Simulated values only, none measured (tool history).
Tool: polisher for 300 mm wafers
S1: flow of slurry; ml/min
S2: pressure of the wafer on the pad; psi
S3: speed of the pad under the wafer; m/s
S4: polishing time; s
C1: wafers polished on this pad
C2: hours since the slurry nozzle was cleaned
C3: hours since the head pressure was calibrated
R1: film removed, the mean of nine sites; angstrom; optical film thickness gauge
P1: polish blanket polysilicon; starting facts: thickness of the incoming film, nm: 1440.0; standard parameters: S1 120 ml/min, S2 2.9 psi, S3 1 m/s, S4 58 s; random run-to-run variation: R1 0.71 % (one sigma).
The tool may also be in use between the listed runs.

run,day,S1,S2,S3,S4,C1,C2,C3,R1
1,0.462,120,2.9,1,58,1106,161.3,339.6,5995.5
2,0.95,90,2.9,1,84,1228,173,351.3,7982.4
3,1.446,120,2.9,1,58,1353,184.9,363.2,5912.7
4,1.838,120,2.9,1,58,1451,194.3,372.6,5986.6
5,2.133,170,2.9,1,58,1526,201.4,379.7,6309.1
6,2.625,120,1.9,1,58,1649,213.2,391.5,3931.5
# day 2.954: head pressure recalibrated
7,2.988,120,2.9,0.56,58,1740,221.9,0.8,3308.1
8,3.383,75,2.9,1,58,1840,231.4,10.3,5254.5
9,3.679,120,2.9,1,91,1914,238.5,17.4,9324.2
10,4.067,120,2.9,1,58,2011,247.8,26.7,5908.1
11,4.312,120,2.9,1.5,58,2073,253.7,32.6,8824.8
12,4.592,120,2.9,1,58,2143,260.4,39.3,5948.5
13,4.9,120,2.9,1,26,2221,267.8,46.7,2635.4
14,5.171,120,4.2,1,58,2289,274.3,53.2,8591.8
15,5.567,120,2.9,1,58,2388,283.8,62.7,5927.6
16,5.833,120,2.9,1,58,2455,290.2,69.1,5807.2
17,6.146,120,2.9,1,58,2533,297.7,76.6,5579.7
18,6.662,120,2.9,1,58,2663,310.1,89,5477.7
# day 6.796: head pressure recalibrated
19,6.958,120,2.9,1,58,2738,317.2,3.9,5481.2

Run 20, settings as shown, results not yet in. Your forecast:
20,7.454,120,2.9,1,58,2862,329.1,15.8,?

R1: 5319 angstrom
